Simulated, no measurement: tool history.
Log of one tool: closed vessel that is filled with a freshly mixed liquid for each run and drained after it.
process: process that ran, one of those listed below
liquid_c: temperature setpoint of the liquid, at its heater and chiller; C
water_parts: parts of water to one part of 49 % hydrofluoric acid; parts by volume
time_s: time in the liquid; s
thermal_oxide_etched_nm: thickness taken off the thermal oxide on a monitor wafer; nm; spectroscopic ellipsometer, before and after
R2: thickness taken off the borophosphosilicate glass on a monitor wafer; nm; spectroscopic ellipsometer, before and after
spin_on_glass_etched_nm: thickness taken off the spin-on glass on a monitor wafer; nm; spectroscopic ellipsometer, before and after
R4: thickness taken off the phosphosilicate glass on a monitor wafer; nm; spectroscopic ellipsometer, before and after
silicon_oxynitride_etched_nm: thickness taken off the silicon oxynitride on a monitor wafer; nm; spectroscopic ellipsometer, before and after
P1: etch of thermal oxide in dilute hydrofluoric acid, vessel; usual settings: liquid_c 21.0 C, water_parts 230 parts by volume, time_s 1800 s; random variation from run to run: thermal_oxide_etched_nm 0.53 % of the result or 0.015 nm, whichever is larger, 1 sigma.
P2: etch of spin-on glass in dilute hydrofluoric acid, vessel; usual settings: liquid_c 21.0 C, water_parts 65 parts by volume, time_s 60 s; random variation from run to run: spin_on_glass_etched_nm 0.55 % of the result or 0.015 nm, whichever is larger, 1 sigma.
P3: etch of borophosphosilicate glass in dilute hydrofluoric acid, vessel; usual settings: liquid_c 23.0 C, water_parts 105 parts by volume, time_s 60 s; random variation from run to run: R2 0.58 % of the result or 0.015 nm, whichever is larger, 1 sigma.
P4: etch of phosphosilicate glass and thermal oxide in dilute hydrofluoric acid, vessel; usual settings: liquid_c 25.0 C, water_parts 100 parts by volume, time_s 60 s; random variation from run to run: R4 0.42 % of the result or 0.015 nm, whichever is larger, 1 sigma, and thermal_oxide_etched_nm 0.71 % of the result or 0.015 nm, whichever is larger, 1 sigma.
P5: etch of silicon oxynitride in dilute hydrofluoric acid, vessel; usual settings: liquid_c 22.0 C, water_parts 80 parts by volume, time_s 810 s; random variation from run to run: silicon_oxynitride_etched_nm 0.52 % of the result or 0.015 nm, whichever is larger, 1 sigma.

{"run": 1, "hour": 12.3, "process": "P1", "liquid_c": 21.0, "water_parts": 230, "time_s": 1800, "thermal_oxide_etched_nm": 29.307}
{"run": 2, "hour": 20.9, "process": "P3", "liquid_c": 27.0, "water_parts": 105, "time_s": 60, "R2": 24.597}
{"run": 3, "hour": 29.0, "process": "P2", "liquid_c": 21.0, "water_parts": 65, "time_s": 60, "spin_on_glass_etched_nm": 32.674}
{"run": 4, "hour": 35.7, "process": "P1", "liquid_c": 21.0, "water_parts": 230, "time_s": 1800, "thermal_oxide_etched_nm": 29.325}
{"run": 5, "hour": 42.0, "process": "P1", "liquid_c": 21.0, "water_parts": 230, "time_s": 1800, "thermal_oxide_etched_nm": 29.482}
{"run": 6, "hour": 54.5, "process": "P4", "liquid_c": 25.0, "water_parts": 100, "time_s": 60, "thermal_oxide_etched_nm": 3.0642, "R4": 37.775}
{"run": 7, "hour": 65.9, "process": "P1", "liquid_c": 26.0, "water_parts": 230, "time_s": 1800, "thermal_oxide_etched_nm": 34.988}
{"run": 8, "hour": 78.4, "process": "P3", "liquid_c": 23.0, "water_parts": 105, "time_s": 60, "R2": 21.051}
{"run": 9, "hour": 88.0, "process": "P5", "liquid_c": 22.0, "water_parts": 80, "time_s": 1370, "silicon_oxynitride_etched_nm": 43.645}
{"run": 10, "hour": 96.8, "process": "P1", "liquid_c": 21.0, "water_parts": 230, "time_s": 2580, "thermal_oxide_etched_nm": 41.556}
{"run": 11, "hour": 108.4, "process": "P4", "liquid_c": 25.0, "water_parts": 100, "time_s": 105, "thermal_oxide_etched_nm": 5.3465, "R4": 65.979}
{"run": 12, "hour": 114.5, "process": "P5", "liquid_c": 22.0, "water_parts": 80, "time_s": 810, "silicon_oxynitride_etched_nm": 25.957}
{"run": 13, "hour": 122.0, "process": "P1", "liquid_c": 27.0, "water_parts": 230, "time_s": 230, "thermal_oxide_etched_nm": 4.6649}
{"run": 14, "hour": 133.6, "process": "P2", "liquid_c": 29.5, "water_parts": 65, "time_s": 60, "spin_on_glass_etched_nm": 47.049}
{"run": 15, "hour": 146.0, "process": "P3", "liquid_c": 23.0, "water_parts": 155, "time_s": 60, "R2": 13.43}
{"run": 16, "hour": 153.6, "process": "P1", "liquid_c": 21.0, "water_parts": 230, "time_s": 1800, "thermal_oxide_etched_nm": 29.102}
{"run": 17, "hour": 165.3, "process": "P2", "liquid_c": 21.0, "water_parts": 65, "time_s": 30, "spin_on_glass_etched_nm": 16.315}
{"run": 18, "hour": 173.9, "process": "P1", "liquid_c": 21.0, "water_parts": 230, "time_s": 365, "thermal_oxide_etched_nm": 5.9309}
{"run": 19, "hour": 185.1, "process": "P1", "liquid_c": 17.0, "water_parts": 230, "time_s": 1800, "thermal_oxide_etched_nm": 25.203}
{"run": 20, "hour": 191.6, "process": "P5", "liquid_c": 22.0, "water_parts": 80, "time_s": 810, "silicon_oxynitride_etched_nm": 25.632}
{"run": 21, "hour": 201.1, "process": "P5", "liquid_c": 22.0, "water_parts": 40, "time_s": 810, "silicon_oxynitride_etched_nm": 53.415}
{"run": 22, "hour": 212.7, "process": "P1", "liquid_c": 21.0, "water_parts": 130, "time_s": 1800, "thermal_oxide_etched_nm": 57.674}
{"run": 23, "hour": 222.3, "process": "P3", "liquid_c": 23.0, "water_parts": 105, "time_s": 30, "R2": 10.455}
{"run": 24, "hour": 234.2, "process": "P1", "liquid_c": 21.0, "water_parts": 230, "time_s": 1800, "thermal_oxide_etched_nm": 29.446}
{"run": 25, "hour": 241.4, "process": "P4", "liquid_c": 25.0, "water_parts": 55, "time_s": 60, "thermal_oxide_etched_nm": 5.8964, "R4": 72.509}
{"run": 26, "hour": 252.2, "process": "P1", "liquid_c": 21.0, "water_parts": 230, "time_s": 1800, "thermal_oxide_etched_nm": 29.317}
{"run": 27, "hour": 263.8, "process": "P1", "liquid_c": 21.0, "water_parts": 345, "time_s": 1800, "thermal_oxide_etched_nm": 17.719}
{"run": 28, "hour": 275.6, "process": "P2", "liquid_c": 21.0, "water_parts": 100, "time_s": 60, "spin_on_glass_etched_nm": 20.329}
{"run": 29, "hour": 282.0, "process": "P1", "liquid_c": 21.0, "water_parts": 230, "time_s": 1800, "thermal_oxide_etched_nm": 29.263}
{"run": 30, "hour": 289.4, "process": "P4", "liquid_c": 33.5, "water_parts": 100, "time_s": 60, "thermal_oxide_etched_nm": 4.1925, "R4": 51.801}
{"run": 31, "hour": 300.0, "process": "P5", "liquid_c": 27.0, "water_parts": 80, "time_s": 810, "silicon_oxynitride_etched_nm": 32.594}
{"run": 32, "hour": 311.9, "process": "P1", "liquid_c": 21.0, "water_parts": 230, "time_s": 1800, "thermal_oxide_etched_nm": 29.284}
{"run": 33, "hour": 320.0, "process": "P1", "liquid_c": 21.0, "water_parts": 230, "time_s": 1800, "thermal_oxide_etched_nm": 30.159}
{"run": 34, "hour": 331.1, "process": "P1", "liquid_c": 21.0, "water_parts": 230, "time_s": 1800, "thermal_oxide_etched_nm": 30.887}
{"run": 35, "hour": 338.9, "process": "P1", "liquid_c": 21.0, "water_parts": 230, "time_s": 1800, "thermal_oxide_etched_nm": 30.677}
{"run": 36, "hour": 345.1, "process": "P1", "liquid_c": 21.0, "water_parts": 230, "time_s": 1800, "thermal_oxide_etched_nm": 30.859}
{"run": 37, "hour": 355.8, "process": "P1", "liquid_c": 21.0, "water_parts": 230, "time_s": 1800, "thermal_oxide_etched_nm": 31.199}
{"run": 38, "hour": 363.2, "process": "P1", "liquid_c": 21.0, "water_parts": 230, "time_s": 1800, "thermal_oxide_etched_nm": 31.069}
{"run": 39, "hour": 372.5, "process": "P1", "liquid_c": 21.0, "water_parts": 230, "time_s": 1800, "thermal_oxide_etched_nm": 31.515}
{"run": 40, "hour": 383.1, "process": "P1", "liquid_c": 21.0, "water_parts": 230, "time_s": 1800, "thermal_oxide_etched_nm": 31.644}
{"run": 41, "hour": 390.7, "process": "P1", "liquid_c": 21.0, "water_parts": 230, "time_s": 1800, "thermal_oxide_etched_nm": 31.478}
{"run": 42, "hour": 397.7, "process": "P1", "liquid_c": 21.0, "water_parts": 230, "time_s": 1800, "thermal_oxide_etched_nm": 31.612}

What P1 gives has crept away from where it was. These 2 causes fit the log equally well, each at the size given:
A: liquid hotter than its thermometer reads (K) = 1.92
B: hydrofluoric acid flow above the setpoint (%) = 6.01
The creep began at about hour 311.9.

4 check runs are offered, each on 2 wafers whose results are averaged, their results left as question marks. Which one tells the causes apart?
{"run": "check 1", "hour": 404.7, "process": "P5", "liquid_c": 25.5, "water_parts": 45, "time_s": 810, "silicon_oxynitride_etched_nm": "?"}
{"run": "check 2", "hour": 404.7, "process": "P3", "liquid_c": 23.0, "water_parts": 145, "time_s": 30, "R2": "?"}
{"run": "check 3", "hour": 404.7, "process": "P4", "liquid_c": 32.5, "water_parts": 100, "time_s": 60, "thermal_oxide_etched_nm": "?", "R4": "?"}
{"run": "check 4", "hour": 404.7, "process": "P2", "liquid_c": 29.0, "water_parts": 100, "time_s": 60, "spin_on_glass_etched_nm": "?"}

What each check would give under each cause:
check=check_1 result=silicon_oxynitride_etched_nm if_A=61.433 if_B=59.512
check=check_2 result=R2 if_A=7.8284 if_B=7.7813
check=check_3 result=thermal_oxide_etched_nm if_A=4.3644 if_B=4.3522
check=check_3 result=R4 if_A=53.627 if_B=53.477
check=check_4 result=spin_on_glass_etched_nm if_A=30.230 if_B=30.056
How far apart the two closest causes lie, in the result that separates them most: check 1 3.18 %; check 2 0.6 %; check 3 0.28 %; check 4 0.58 %
Only check 1 tells the causes apart: in the others they would give nearly the same result.

Then check 1 was run and gave: silicon_oxynitride_etched_nm 59.431 nm. Which cause is it?

It is B: hydrofluoric acid flow above the setpoint (%).

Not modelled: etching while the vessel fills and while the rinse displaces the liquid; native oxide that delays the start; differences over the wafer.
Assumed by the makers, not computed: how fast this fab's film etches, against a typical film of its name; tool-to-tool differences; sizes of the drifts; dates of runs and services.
